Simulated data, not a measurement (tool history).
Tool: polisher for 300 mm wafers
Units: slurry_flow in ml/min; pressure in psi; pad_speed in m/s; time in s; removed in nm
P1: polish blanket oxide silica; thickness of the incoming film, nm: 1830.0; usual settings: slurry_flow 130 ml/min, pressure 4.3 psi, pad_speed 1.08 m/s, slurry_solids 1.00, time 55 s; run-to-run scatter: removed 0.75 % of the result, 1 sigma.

run   hour  slurry_flow  pressure  pad_speed  slurry_solids  time  removed
  1    9.3          130       4.3       1.08           1.00    55  148.180
  2   22.3           80       4.3       1.08           1.00    29   69.262
  3   34.1          130       4.3       1.08           1.00    78  211.550
  4   43.4          130       2.0       1.08           1.00    55   69.051
  5   50.4          130       5.7       1.08           1.00    55  196.060
  6   60.9          130       4.3       1.08           0.55    55  108.360
  7   71.8          130       4.3       1.08           1.00    28   75.490
  8   81.2          195       4.3       1.08           1.00    55  160.360
      86.2  -- conditioning disc replaced and pad reconditioned
  9   91.0          130       4.3       1.08           1.00    55  148.550
 10   97.1          130       4.3       1.08           1.45    55  172.470
 11  103.6          130       4.3       1.64           1.00    55  207.480
 12  115.7          130       4.3       0.48           1.00    55   78.100
 13  122.1          130       4.3       1.08           1.00    55  147.850
     130.7  -- slurry nozzle cleaned
 14  134.3          130       4.3       1.08           1.00    55  147.230
 15  141.9          130       4.3       1.08           1.00    55  148.480
 16  153.9           80       4.3       1.08           1.00    55  133.170
 17  165.7          130       4.3       1.08           1.00    55  147.350
 18  175.6          130       4.3       1.08           1.00    55  142.760
 19  188.0          130       4.3       1.08           1.00    55  139.500

Run 20 comes next. What will it give?
 20  196.1          130       4.3       1.08           1.00    55        ?

Run 20 gave removed 134.740 nm.
